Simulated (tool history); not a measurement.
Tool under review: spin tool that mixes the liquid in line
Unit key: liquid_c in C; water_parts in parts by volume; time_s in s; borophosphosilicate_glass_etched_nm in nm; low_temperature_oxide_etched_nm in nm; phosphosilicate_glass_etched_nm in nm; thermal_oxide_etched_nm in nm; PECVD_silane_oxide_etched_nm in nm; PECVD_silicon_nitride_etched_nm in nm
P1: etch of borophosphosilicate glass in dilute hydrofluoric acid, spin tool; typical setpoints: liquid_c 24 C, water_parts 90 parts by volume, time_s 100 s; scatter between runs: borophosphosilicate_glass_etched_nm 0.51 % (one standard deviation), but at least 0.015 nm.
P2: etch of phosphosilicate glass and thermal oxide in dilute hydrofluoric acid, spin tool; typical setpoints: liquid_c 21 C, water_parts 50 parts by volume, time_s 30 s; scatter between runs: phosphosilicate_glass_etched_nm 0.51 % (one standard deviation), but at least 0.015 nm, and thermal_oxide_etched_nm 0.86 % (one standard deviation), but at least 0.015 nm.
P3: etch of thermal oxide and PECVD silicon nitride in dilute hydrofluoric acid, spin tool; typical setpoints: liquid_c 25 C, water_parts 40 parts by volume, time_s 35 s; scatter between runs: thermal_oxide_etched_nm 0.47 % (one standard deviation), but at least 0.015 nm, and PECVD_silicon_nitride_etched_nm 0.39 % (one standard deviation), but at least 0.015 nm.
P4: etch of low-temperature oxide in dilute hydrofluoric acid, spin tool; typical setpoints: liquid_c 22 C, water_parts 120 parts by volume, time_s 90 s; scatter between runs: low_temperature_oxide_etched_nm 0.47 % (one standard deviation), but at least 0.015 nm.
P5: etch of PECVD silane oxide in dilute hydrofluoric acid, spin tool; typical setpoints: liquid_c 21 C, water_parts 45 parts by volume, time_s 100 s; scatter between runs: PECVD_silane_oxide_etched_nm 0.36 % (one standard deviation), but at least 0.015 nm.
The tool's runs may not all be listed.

run,hour,process,liquid_c,water_parts,time_s,borophosphosilicate_glass_etched_nm,low_temperature_oxide_etched_nm,phosphosilicate_glass_etched_nm,thermal_oxide_etched_nm,PECVD_silane_oxide_etched_nm,PECVD_silicon_nitride_etched_nm
1,6.2,P1,24,90,100,35.079,,,,,
2,19.5,P1,24,90,100,34.726,,,,,
3,27.8,P1,18,90,100,27.326,,,,,
4,40.8,P4,17,120,90,,20.248,,,,
5,53.1,P2,21,90,30,,,35.659,1.4456,,
6,61.5,P5,21,45,200,,,,,92.569,
7,68.5,P1,24,90,25,8.7325,,,,,
8,74.6,P5,21,65,100,,,,,31.499,
9,80.8,P1,31,160,100,23.348,,,,,
10,91.8,P4,22,205,90,,13.17,,,,
11,105,P3,25,65,35,,,,2.6821,,3.1681
12,117.1,P1,29.5,20,100,217.96,,,,,
13,129.9,P2,21,50,30,,,67.449,2.7275,,
14,138.9,P5,21,45,100,,,,,46.407,
15,150.5,P1,24,90,100,34.949,,,,,
16,158,P1,28,90,100,40.762,,,,,
17,167.5,P1,24,20,100,171.42,,,,,
18,179.5,P3,25,40,35,,,,4.5352,,5.0822
19,190.3,P1,24,90,100,34.693,,,,,
20,202,P2,17,50,30,,,56.526,2.2698,,
21,208.4,P2,21,50,60,,,133.79,5.4684,,
22,214.6,P1,24,125,100,23.986,,,,,
23,225.5,P4,22,120,90,,24.848,,,,
24,237.6,P3,31,40,35,,,,5.7928,,7.5232
25,244.7,P3,25,40,50,,,,6.498,,7.192
26,254.3,P5,27,45,100,,,,,59.656,
27,262.9,P5,21,45,100,,,,,46.396,
28,271.6,P1,24,90,100,34.773,,,,,
29,283,P4,22,120,135,,37.52,,,,
30,290.7,P1,24,90,195,67.902,,,,,
31,301.8,P1,24,90,100,34.864,,,,,
32,308.3,P1,24,90,100,33.824,,,,,
33,320.5,P1,24,90,100,32.468,,,,,
34,331.4,P1,24,90,100,32.216,,,,,
35,341.6,P1,24,90,100,32.163,,,,,
36,347.5,P1,24,90,100,32.085,,,,,
37,353.5,P1,24,90,100,31.705,,,,,
38,360.4,P1,24,90,100,32.114,,,,,

The log shows P1 creeping away from where it was. Any of the 2 causes listed here, at the size stated for it, fits the log just as well as the others:
A: hydrofluoric acid flow below the setpoint (%) = 7.81
B: liquid colder than its thermometer reads (K) = 2.26
The onset of the drift is placed at about hour 301.8.

Which of the 4 check runs listed below separates the causes, so that each cause would produce a clearly different result? Each run uses one wafer, and its results are marked with question marks.
check 1,367.3,P4,22,190,125,,?,,,,
check 2,367.3,P5,26,45,190,,,,,?,
check 3,367.3,P3,30.5,40,35,,,,?,,?
check 4,367.3,P2,21,85,55,,,?,?,,

What each check would give under each cause:
check,result,if A,if B
check 1,low_temperature_oxide_etched_nm,18.343,18.545
check 2,PECVD_silane_oxide_etched_nm,99.81,99.198
check 3,thermal_oxide_etched_nm,5.2059,5.1888
check 3,PECVD_silicon_nitride_etched_nm,6.7271,6.2902
check 4,phosphosilicate_glass_etched_nm,63.705,63.441
check 4,thermal_oxide_etched_nm,2.5534,2.5429
Gap, in per cent, between the two causes that each check separates least, read from the result that separates them most: check 1 1.09 %; check 2 0.61 %; check 3 6.72 %; check 4 0.42 %
Check 3 distinguishes between the causes, while the remaining checks would return nearly the same result for all of them.

Here is what check 3 returned: thermal_oxide_etched_nm 5.2039 nm; PECVD_silicon_nitride_etched_nm 6.3097 nm. Which cause is it?

The correct cause is B, namely: liquid colder than its thermometer reads (K).

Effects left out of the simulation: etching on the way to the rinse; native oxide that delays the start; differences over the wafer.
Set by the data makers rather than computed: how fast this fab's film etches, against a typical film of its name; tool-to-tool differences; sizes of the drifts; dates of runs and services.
